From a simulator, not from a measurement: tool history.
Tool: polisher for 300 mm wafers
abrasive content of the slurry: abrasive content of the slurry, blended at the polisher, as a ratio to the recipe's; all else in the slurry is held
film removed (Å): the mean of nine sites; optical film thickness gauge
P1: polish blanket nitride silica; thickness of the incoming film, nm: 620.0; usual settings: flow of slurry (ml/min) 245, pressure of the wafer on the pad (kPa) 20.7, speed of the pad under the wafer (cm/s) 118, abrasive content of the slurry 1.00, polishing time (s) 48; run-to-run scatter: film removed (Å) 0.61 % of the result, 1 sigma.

run	hour	flow of slurry (ml/min)	pressure of the wafer on the pad (kPa)	speed of the pad under the wafer (cm/s)	abrasive content of the slurry	polishing time (s)	film removed (Å)
1	7.5	245	20.7	118	1.00	48	255.18
2	13.8	245	20.7	118	1.00	48	256.19
3	23.2	245	20.7	118	1.00	48	255.80
# hour 26.1: conditioning disc replaced and pad reconditioned
4	32.8	245	20.7	118	1.00	48	254.33
5	40.7	245	20.7	78	1.00	48	183.64
6	47.5	245	9.7	118	1.00	48	118.59
7	55.2	145	20.7	118	1.00	48	236.32
8	61.3	245	20.7	118	1.00	48	250.80
9	69.3	245	20.7	118	1.25	48	276.78
10	75.9	245	20.7	118	1.00	69	364.83
11	80.8	245	31.0	118	1.00	48	381.75
12	89.0	245	20.7	118	0.55	48	187.26
13	98.5	245	20.7	150	1.00	48	310.65
14	103.7	310	20.7	118	1.00	48	264.33
15	112.0	245	20.7	118	1.00	48	255.61
16	116.7	245	20.7	118	0.80	35	167.30
17	125.9	245	20.7	118	1.00	31	165.34
18	135.8	245	20.7	118	1.00	48	257.34
19	140.7	245	20.7	118	1.00	48	253.58
20	149.1	245	20.7	118	1.00	48	240.70
21	154.6	245	20.7	118	1.00	48	235.22
# hour 157.6: slurry nozzle cleaned
22	161.7	245	20.7	118	1.00	48	232.82
23	166.9	245	20.7	118	1.00	48	229.21
# hour 172.7: worn pad replaced by a new one
24	173.0	245	20.7	118	1.00	48	232.74
# hour 173.2: conditioning disc replaced and pad reconditioned
25	177.5	245	20.7	118	1.00	48	228.20
26	184.1	245	20.7	118	1.00	48	229.95

What P1 gives has crept away from where it was. These 2 causes fit the log equally well, each at the size given:
A: head's pressure below its setpoint, % = 9.98
B: abrasive missing from the slurry, % = 19.6
The creep began at about hour 140.7.
Why every other cause is out:
removal rate lost through wear of the pad, %: serviced at hour 172.7, which brought nothing back
slurry flow missing at the pad, %: serviced at hour 157.6, which brought nothing back
time polished since the conditioner stopped cutting, s: serviced at hour 173.2, which brought nothing back

4 check runs are offered, each on 2 wafers whose results are averaged, their results left as question marks. Which one tells the causes apart?
check 1	190.7	245	11.0	118	1.00	48	?
check 2	190.7	245	20.7	146	1.00	48	?
check 3	190.7	245	20.7	118	0.55	48	?
check 4	190.7	245	28.3	118	1.00	34	?

What each check would give under each cause:
check	result	if A	if B
check 1	film removed (Å)	122.37	122.37
check 2	film removed (Å)	272.05	272.06
check 3	film removed (Å)	167.24	161.99
check 4	film removed (Å)	222.11	222.12
How far apart the two closest causes lie, in the result that separates them most: check 1 0 %; check 2 0 %; check 3 3.19 %; check 4 0 %
Only check 3 tells the causes apart: in the others they would give nearly the same result.

Then check 3 was run and gave: film removed (Å) 168.07. Which cause is it?

It is A: head's pressure below its setpoint, %.
